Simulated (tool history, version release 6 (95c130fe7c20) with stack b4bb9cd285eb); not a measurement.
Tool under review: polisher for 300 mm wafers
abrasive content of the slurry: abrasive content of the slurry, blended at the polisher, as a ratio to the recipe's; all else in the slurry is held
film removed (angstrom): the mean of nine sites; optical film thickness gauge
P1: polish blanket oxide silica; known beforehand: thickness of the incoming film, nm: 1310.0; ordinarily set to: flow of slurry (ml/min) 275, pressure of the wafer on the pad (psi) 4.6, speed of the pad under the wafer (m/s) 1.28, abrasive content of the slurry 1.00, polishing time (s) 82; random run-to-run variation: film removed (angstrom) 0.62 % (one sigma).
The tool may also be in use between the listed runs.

run	hour	flow of slurry (ml/min)	pressure of the wafer on the pad (psi)	speed of the pad under the wafer (m/s)	abrasive content of the slurry	polishing time (s)	film removed (angstrom)
1	4.6	275	4.6	1.28	1.00	82	3882.7
2	8.3	275	4.6	1.28	1.00	82	3901.1
# hour 9.1: conditioning disc replaced and pad reconditioned
3	12.1	205	4.6	1.28	0.60	82	2905.4
4	14.9	275	4.6	1.28	1.00	82	3915.1
5	19.7	275	4.6	1.28	1.00	82	3909.4
6	24.9	275	4.6	1.28	1.00	126	5994.5
7	27.6	275	4.6	1.28	1.35	82	4406.0
8	32.9	275	4.6	1.28	1.00	52	2476.9
9	37.8	275	4.6	1.28	0.65	82	3136.1
10	40.4	275	4.6	1.28	1.00	82	3876.4
11	45.4	275	6.8	1.28	1.00	82	5771.3
12	49.3	275	4.6	0.60	1.00	82	2131.5
13	52.3	170	4.6	1.28	1.00	82	3651.9
14	55.4	275	4.6	1.66	1.00	82	4823.4
15	58.9	410	4.6	1.28	1.00	82	4047.9
16	62.3	275	2.2	1.28	1.00	82	1865.0
17	65.5	275	4.6	1.28	1.00	82	3935.6
18	70.4	275	6.5	1.90	1.00	82	7627.2
19	74.5	275	4.6	1.28	1.00	82	3913.9

The next listed run, before its measurement:
20	77.2	275	4.6	1.28	1.00	82	?

{"run 20": {"film removed (angstrom)": 3709.7}}

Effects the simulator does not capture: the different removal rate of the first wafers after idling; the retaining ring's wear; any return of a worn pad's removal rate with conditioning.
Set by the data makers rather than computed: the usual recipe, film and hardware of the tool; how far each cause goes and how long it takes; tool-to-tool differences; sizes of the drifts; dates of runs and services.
